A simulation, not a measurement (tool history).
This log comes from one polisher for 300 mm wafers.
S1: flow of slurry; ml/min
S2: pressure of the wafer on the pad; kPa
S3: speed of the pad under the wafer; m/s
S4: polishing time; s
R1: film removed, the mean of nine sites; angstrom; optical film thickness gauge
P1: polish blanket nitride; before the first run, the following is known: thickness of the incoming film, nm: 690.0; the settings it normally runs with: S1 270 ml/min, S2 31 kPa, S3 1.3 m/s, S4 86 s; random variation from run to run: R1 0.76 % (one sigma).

run   hour   S1    S2    S3   S4      R1
  1      9  270    31   1.3   86  2511.3
  2   22.3  270    31   1.3   49  1425.3
  3   39.6  270    31   1.3   86  2510.7
  4   57.2  270    31  1.84   86  3293.9
  5     73  270  44.8   0.9   86  2725.1
  6   81.3  270    31   1.3   86  2530.7
  7   89.8  425    31   1.3   86    2609
  8   98.5  270    31   1.3   86  2515.7
     106.9  -- slurry nozzle cleaned
  9  109.3  270    31  0.74   86  1601.8
 10  119.6  270    31   1.3  120    3544
 11  136.8  160    31   1.3   86  2320.6
 12  154.3  270    31   1.3   86  2534.9
 13  170.9  270  44.1   1.3   86  3533.3
 14  179.3  270    31   1.3   86  2531.2
 15  189.6  270    31   1.3   86  2506.7
 16  205.6  270  18.6   1.3   86  1508.6
 17  222.5  270    31   1.3   86    2528
 18  238.5  270    31   1.3   86    2476
 19  251.8  270    31   1.3   86  2438.7
 20  262.1  270    31   1.3   86  2461.1
 21  277.3  270    31   1.3   86  2410.7
     285.7  -- head pressure recalibrated
 22  287.6  270    31   1.3   86  2404.2
 23  300.9  270    31   1.3   86  2370.6
 24  310.8  270    31   1.3   86  2415.6
 25  328.1  270    31   1.3   86  2410.9
 26  344.1  270    31   1.3   86  2378.8

What P1 gives has crept off from where it sat before. The 2 causes that follow fit the log equally well, each at the size noted:
A: removal rate lost through wear of the pad, % = 4.58
B: slurry flow missing at the pad, % = 32.4
The drift started at roughly hour 222.5.
Every other cause this tool's parts could produce, and why it does not fit the log:
head's pressure below its setpoint, %: work on it at hour 285.7, done after the drift set in, did not restore what the process gave before

The 4 check runs listed below each average the results of 5 wafers, and their outcomes are marked with question marks. Under which run would the listed causes produce clearly different results?
check 1  360.1  160  31   1.3  86   ?
check 2  360.1  270  31  1.68  86   ?
check 3  360.1  270  31  0.82  86   ?
check 4  360.1  270  31  1.66  68   ?

If the cause were each of the candidates in turn, the checks would give the following:
  check  result    if A    if B
check 1      R1  2247.3  2182.4
check 2      R1    2950    2950
check 3      R1    1662    1662
check 4      R1  2310.3  2310.3
Distance between the nearest two causes, measured in the result of the check that separates them most: check 1 2.93 %; check 2 0 %; check 3 0 %; check 4 0 %
Only in check 1 would the causes give clearly different results; in the remaining checks their results would be nearly the same.

With check 1 done, the readings were: R1 2244.2 angstrom. Identify which of the listed causes applies.

It is A: removal rate lost through wear of the pad, %.
